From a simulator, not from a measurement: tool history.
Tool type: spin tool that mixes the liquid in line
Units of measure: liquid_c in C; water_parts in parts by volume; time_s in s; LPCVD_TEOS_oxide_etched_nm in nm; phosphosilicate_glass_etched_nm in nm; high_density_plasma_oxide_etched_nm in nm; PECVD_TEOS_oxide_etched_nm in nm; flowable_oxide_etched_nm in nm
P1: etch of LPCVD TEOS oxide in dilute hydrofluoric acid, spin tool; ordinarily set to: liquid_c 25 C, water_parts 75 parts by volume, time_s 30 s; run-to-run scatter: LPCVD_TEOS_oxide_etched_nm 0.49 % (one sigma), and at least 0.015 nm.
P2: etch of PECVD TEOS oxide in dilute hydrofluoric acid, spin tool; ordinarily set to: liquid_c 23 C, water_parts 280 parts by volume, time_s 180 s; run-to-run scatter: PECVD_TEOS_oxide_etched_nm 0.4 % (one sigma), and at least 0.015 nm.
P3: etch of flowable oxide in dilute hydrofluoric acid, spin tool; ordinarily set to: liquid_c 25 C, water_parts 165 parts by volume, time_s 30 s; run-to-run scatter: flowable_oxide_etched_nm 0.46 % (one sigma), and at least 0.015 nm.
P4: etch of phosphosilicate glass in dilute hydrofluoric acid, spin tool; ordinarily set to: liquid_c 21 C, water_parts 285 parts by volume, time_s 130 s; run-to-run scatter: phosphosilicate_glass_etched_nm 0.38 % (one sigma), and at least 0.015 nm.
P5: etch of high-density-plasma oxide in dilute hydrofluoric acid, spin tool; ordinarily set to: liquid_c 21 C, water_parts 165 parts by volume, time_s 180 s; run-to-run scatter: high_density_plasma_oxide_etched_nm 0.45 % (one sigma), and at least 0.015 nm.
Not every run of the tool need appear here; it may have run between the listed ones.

| run | hour | process | liquid_c | water_parts | time_s | hours since the thermometer was replaced | hours since the hydrofluoric acid flow meter was replaced | LPCVD_TEOS_oxide_etched_nm | phosphosilicate_glass_etched_nm | high_density_plasma_oxide_etched_nm | PECVD_TEOS_oxide_etched_nm | flowable_oxide_etched_nm |
|---|---|---|---|---|---|---|---|---|---|---|---|---|
| 1 | 3.5 | P1 | 25 | 75 | 30 | 97.4 | 296.4 | 17.759 |  |  |  |  |
| 2 | 9.6 | P1 | 25 | 75 | 30 | 103.5 | 302.5 | 17.545 |  |  |  |  |
| 3 | 13.3 | P1 | 33 | 30 | 30 | 107.2 | 306.2 | 63.964 |  |  |  |  |
| 4 | 16.8 | P4 | 21 | 55 | 130 | 110.7 | 309.7 |  | 134.32 |  |  |  |
| 5 | 23.2 | P1 | 25 | 75 | 30 | 117.1 | 316.1 | 17.61 |  |  |  |  |
| 6 | 26.9 | P5 | 21 | 165 | 310 | 120.8 | 319.8 |  |  | 14.455 |  |  |
| 7 | 30.5 | P2 | 23 | 500 | 180 | 124.4 | 323.4 |  |  |  | 3.7032 |  |
| 8 | 35.1 | P3 | 25 | 55 | 30 | 129 | 328 |  |  |  |  | 18.609 |
| 9 | 39.6 | P1 | 19 | 75 | 30 | 133.5 | 332.5 | 13.761 |  |  |  |  |
| 10 | 43.6 | P1 | 25 | 75 | 65 | 137.5 | 336.5 | 38.1 |  |  |  |  |
| 11 | 48.1 | P4 | 27.5 | 285 | 130 | 142 | 341 |  | 25.423 |  |  |  |
| 12 | 51.4 | P2 | 31.5 | 280 | 180 | 145.3 | 344.3 |  |  |  | 10.643 |  |
| 13 | 56.8 | P1 | 25 | 110 | 30 | 150.7 | 349.7 | 11.466 |  |  |  |  |
| 14 | 61.1 | P3 | 25 | 165 | 50 | 155 | 354 |  |  |  |  | 9.0834 |
| 15 | 67.2 | P1 | 25 | 30 | 30 | 161.1 | 360.1 | 47.05 |  |  |  |  |
| 16 | 72.4 | P1 | 25 | 75 | 15 | 166.3 | 365.3 | 8.7886 |  |  |  |  |
| 17 | 76.3 | P4 | 21 | 285 | 240 | 170.2 | 369.2 |  | 37.527 |  |  |  |
| 18 | 81.6 | P5 | 21 | 40 | 180 | 175.5 | 374.5 |  |  | 39.815 |  |  |
| 19 | 85.4 | P1 | 25 | 75 | 30 | 179.3 | 378.3 | 17.708 |  |  |  |  |
| 20 | 90.9 | P5 | 17 | 165 | 180 | 184.8 | 383.8 |  |  | 7.15 |  |  |
| 21 | 94.7 | P2 | 23 | 280 | 180 | 188.6 | 387.6 |  |  |  | 8.0033 |  |
| 22 | 98 | P5 | 21 | 165 | 180 | 191.9 | 390.9 |  |  | 8.4367 |  |  |
| 23 | 102.8 | P1 | 30.5 | 75 | 15 | 196.7 | 395.7 | 10.894 |  |  |  |  |
| 24 | 107.2 | P2 | 23 | 280 | 285 | 201.1 | 400.1 |  |  |  | 12.685 |  |
| 25 | 112.8 | P1 | 25 | 75 | 30 | 206.7 | 405.7 | 17.791 |  |  |  |  |
| 26 | 117.9 | P3 | 29.5 | 165 | 30 | 211.8 | 410.8 |  |  |  |  | 6.4313 |
| 27 | 123 | P1 | 31.5 | 75 | 30 | 216.9 | 415.9 | 22.644 |  |  |  |  |
| 28 | 127.7 | P5 | 21 | 165 | 180 | 221.6 | 420.6 |  |  | 8.336 |  |  |
| 29 | 131.4 | P4 | 21 | 285 | 130 | 225.3 | 424.3 |  | 20.318 |  |  |  |
| 30 | 134.6 | P2 | 23 | 280 | 180 | 228.5 | 427.5 |  |  |  | 7.9987 |  |
| 31 | 140.4 | P3 | 25 | 165 | 30 | 234.3 | 433.3 |  |  |  |  | 5.4549 |
| 32 | 143.5 | P3 | 25 | 165 | 30 | 237.4 | 436.4 |  |  |  |  | 5.4032 |
| 33 | 149.4 | P1 | 25 | 75 | 30 | 243.3 | 442.3 | 17.485 |  |  |  |  |
| 34 | 154 | P1 | 25 | 75 | 30 | 247.9 | 446.9 | 17.052 |  |  |  |  |
| 35 | 159 | P1 | 25 | 75 | 30 | 252.9 | 451.9 | 16.59 |  |  |  |  |
| 36 | 162.5 | P1 | 25 | 75 | 30 | 256.4 | 455.4 | 16.68 |  |  |  |  |
| 37 | 168 | P1 | 25 | 75 | 30 | 261.9 | 460.9 | 16.477 |  |  |  |  |
| 38 | 172.2 | P1 | 25 | 75 | 30 | 266.1 | 465.1 | 16.341 |  |  |  |  |
| 39 | 177.9 | P1 | 25 | 75 | 30 | 271.8 | 470.8 | 16.256 |  |  |  |  |
| 40 | 182.9 | P1 | 25 | 75 | 30 | 276.8 | 475.8 | 16.127 |  |  |  |  |
| 41 | 186.4 | P1 | 25 | 75 | 30 | 280.3 | 479.3 | 16.259 |  |  |  |  |
| 42 | 190.9 | P1 | 25 | 75 | 30 | 284.8 | 483.8 | 16.196 |  |  |  |  |

Compared with where it was, what P1 gives has crept away. Each cause listed below fits the log as well as the rest, at the size given for it:
A: hydrofluoric acid flow below the setpoint (%) = 6.86
B: liquid colder than its thermometer reads (K) = 1.94
The process output started creeping at around hour 149.4.

Listed below are the offered check runs, one wafer per run, with question marks in place of results. For which of them would the causes give clearly different outcomes?
| check 1 | 195.4 | P5 | 21 | 40 | 180 |  |  |  |  | ? |  |  |
| check 2 | 195.4 | P3 | 25 | 60 | 45 |  |  |  |  |  |  | ? |
| check 3 | 195.4 | P2 | 31 | 435 | 180 |  |  |  |  |  | ? |  |
| check 4 | 195.4 | P4 | 21 | 85 | 230 |  |  |  | ? |  |  |  |

Predicted outcomes, by check and by cause:
| check | result | if A | if B |
|---|---|---|---|
| check 1 | high_density_plasma_oxide_etched_nm | 37.007 | 36.706 |
| check 2 | flowable_oxide_etched_nm | 23.645 | 23.593 |
| check 3 | PECVD_TEOS_oxide_etched_nm | 5.1698 | 5.4064 |
| check 4 | phosphosilicate_glass_etched_nm | 136.49 | 136.2 |
How far apart the two closest causes lie, in the result that separates them most: check 1 0.82 %; check 2 0.22 %; check 3 4.47 %; check 4 0.21 %
Only check 3 tells the causes apart: in the others they would give nearly the same result.

After running check 3, the following was obtained: PECVD_TEOS_oxide_etched_nm 5.3605 nm. Which cause does this point to?

It is B: liquid colder than its thermometer reads (K).
